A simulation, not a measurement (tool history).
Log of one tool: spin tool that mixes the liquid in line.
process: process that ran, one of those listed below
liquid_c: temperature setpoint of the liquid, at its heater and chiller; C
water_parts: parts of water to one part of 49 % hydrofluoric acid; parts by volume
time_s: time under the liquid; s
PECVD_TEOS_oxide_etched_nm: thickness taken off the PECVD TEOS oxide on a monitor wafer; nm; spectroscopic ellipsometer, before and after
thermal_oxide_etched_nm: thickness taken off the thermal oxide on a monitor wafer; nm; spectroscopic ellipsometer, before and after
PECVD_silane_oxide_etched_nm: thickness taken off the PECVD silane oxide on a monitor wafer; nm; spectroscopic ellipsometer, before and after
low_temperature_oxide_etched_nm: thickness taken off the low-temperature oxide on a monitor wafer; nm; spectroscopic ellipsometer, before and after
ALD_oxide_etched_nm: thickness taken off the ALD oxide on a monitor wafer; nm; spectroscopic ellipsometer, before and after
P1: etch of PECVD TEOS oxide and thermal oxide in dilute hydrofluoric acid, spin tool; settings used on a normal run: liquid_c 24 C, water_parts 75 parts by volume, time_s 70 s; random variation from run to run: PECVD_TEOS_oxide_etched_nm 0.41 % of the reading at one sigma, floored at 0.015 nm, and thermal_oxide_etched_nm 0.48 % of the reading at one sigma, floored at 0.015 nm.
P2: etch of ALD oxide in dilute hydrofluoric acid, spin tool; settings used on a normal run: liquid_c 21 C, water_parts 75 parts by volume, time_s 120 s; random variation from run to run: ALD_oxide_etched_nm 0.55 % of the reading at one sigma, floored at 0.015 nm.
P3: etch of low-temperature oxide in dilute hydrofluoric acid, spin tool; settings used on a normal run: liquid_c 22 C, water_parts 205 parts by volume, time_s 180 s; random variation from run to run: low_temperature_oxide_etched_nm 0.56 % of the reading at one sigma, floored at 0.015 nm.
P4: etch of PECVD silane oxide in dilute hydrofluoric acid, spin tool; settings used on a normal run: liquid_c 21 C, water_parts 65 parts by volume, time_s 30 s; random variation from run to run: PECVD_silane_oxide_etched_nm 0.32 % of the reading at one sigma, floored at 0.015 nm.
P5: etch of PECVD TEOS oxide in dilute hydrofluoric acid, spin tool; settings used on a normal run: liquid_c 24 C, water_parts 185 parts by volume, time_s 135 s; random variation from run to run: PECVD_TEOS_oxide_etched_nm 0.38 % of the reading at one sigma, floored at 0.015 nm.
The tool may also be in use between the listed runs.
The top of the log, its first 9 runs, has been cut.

run   hour  process  liquid_c  water_parts  time_s  hours since the thermometer was replaced  hours since the hydrofluoric acid flow meter was replaced  PECVD_TEOS_oxide_etched_nm  thermal_oxide_etched_nm  PECVD_silane_oxide_etched_nm  low_temperature_oxide_etched_nm  ALD_oxide_etched_nm
 10   57.7       P3        22          205     180                                     602.3                                                      136.1                                                                                                              8.1478
 11   63.2       P1      31.5           75      70                                     607.8                                                      141.6                      11.018                   6.2444
 12   70.1       P1        24           75     105                                     614.7                                                      148.5                      12.331                   7.0524
 13   75.1       P1        24           75      35                                     619.7                                                      153.5                      4.0448                   2.3774
 14   82.5       P3        22          205     180                                     627.1                                                      160.9                                                                                                              8.1649
 15   90.2       P4        21           65      30                                     634.8                                                      168.6                                                                             21.731
 16   96.6       P1        24           75      70                                     641.2                                                        175                      8.1218                   4.7122
 17  103.4       P4        28           65      30                                       648                                                      181.8                                                                             29.098
 18  108.7       P1        24          130     120                                     653.3                                                      187.1                      7.6063                   4.3088
 19  113.5       P1        24          140      70                                     658.1                                                      191.9                      4.0914                   2.3046
 20  119.1       P3      18.5          205     180                                     663.7                                                      197.5                                                                                                              7.1293
 21  125.8       P3        22          205      65                                     670.4                                                      204.2                                                                                                              2.9839
 22  132.2       P1        24           75      70                                     676.8                                                      210.6                      8.2197                     4.73
 23    137       P4        21           65      30                                     681.6                                                      215.4                                                                             21.879
 24  143.6       P5        24          335     135                                     688.2                                                        222                      3.3357
 25  147.7       P5        24          185     225                                     692.3                                                      226.1                      11.669
 26  155.2       P1        24           75      70                                     699.8                                                      233.6                      8.2106                   4.6918
 27    163       P1        24           20      70                                     707.6                                                      241.4                      32.923                   18.935

Predict the results of run 28:
 28  167.8       P4        21           65      15                                     712.4                                                      246.2                                                                                  ?

{"run 28": {"PECVD_silane_oxide_etched_nm": 10.941}}
